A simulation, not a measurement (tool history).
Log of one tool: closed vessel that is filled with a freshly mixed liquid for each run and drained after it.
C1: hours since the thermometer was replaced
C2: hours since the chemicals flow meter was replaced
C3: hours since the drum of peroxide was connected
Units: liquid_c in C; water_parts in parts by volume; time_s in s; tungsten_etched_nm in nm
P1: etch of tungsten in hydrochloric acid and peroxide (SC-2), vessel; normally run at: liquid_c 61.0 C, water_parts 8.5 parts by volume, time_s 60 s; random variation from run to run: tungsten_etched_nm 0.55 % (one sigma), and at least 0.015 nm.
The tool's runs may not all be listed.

run 1 hour=14.6 | liquid_c=61.0 water_parts=8.5 time_s=60 | C1=1370.0 C2=429.9 C3=350.0 | tungsten_etched_nm=32.886
run 2 hour=29.5 | liquid_c=47.5 water_parts=8.5 time_s=60 | C1=1384.9 C2=444.8 C3=364.9 | tungsten_etched_nm=13.511
run 3 hour=36.8 | liquid_c=72.0 water_parts=8.5 time_s=60 | C1=1392.2 C2=452.1 C3=372.2 | tungsten_etched_nm=63.455
run 4 hour=45.5 | liquid_c=51.5 water_parts=5.0 time_s=60 | C1=1400.9 C2=460.8 C3=380.9 | tungsten_etched_nm=26.611
run 5 hour=54.3 | liquid_c=61.0 water_parts=4.0 time_s=60 | C1=1409.7 C2=469.6 C3=389.7 | tungsten_etched_nm=56.694
run 6 hour=69.9 | liquid_c=61.0 water_parts=8.5 time_s=100 | C1=1425.3 C2=485.2 C3=405.3 | tungsten_etched_nm=54.053
run 7 hour=78.1 | liquid_c=61.0 water_parts=8.5 time_s=30 | C1=1433.5 C2=493.4 C3=413.5 | tungsten_etched_nm=16.380
run 8 hour=92.7 | liquid_c=61.0 water_parts=8.5 time_s=60 | C1=1448.1 C2=508.0 C3=428.1 | tungsten_etched_nm=32.902
run 9 hour=108.0 | liquid_c=61.0 water_parts=8.5 time_s=60 | C1=1463.4 C2=523.3 C3=443.4 | tungsten_etched_nm=32.387
run 10 hour=118.6 | liquid_c=61.0 water_parts=15.0 time_s=60 | C1=1474.0 C2=533.9 C3=454.0 | tungsten_etched_nm=20.176
run 11 hour=130.2 | liquid_c=61.0 water_parts=8.5 time_s=60 | C1=1485.6 C2=545.5 C3=465.6 | tungsten_etched_nm=32.997
run 12 hour=142.1 | liquid_c=61.0 water_parts=8.5 time_s=60 | C1=1497.5 C2=557.4 C3=477.5 | tungsten_etched_nm=32.722

Run 13 comes next. What will it give?
run 13 hour=153.5 | liquid_c=61.0 water_parts=8.5 time_s=60 | C1=1508.9 C2=568.8 C3=488.9 | tungsten_etched_nm=?

{"run 13": {"tungsten_etched_nm": 31.787}}

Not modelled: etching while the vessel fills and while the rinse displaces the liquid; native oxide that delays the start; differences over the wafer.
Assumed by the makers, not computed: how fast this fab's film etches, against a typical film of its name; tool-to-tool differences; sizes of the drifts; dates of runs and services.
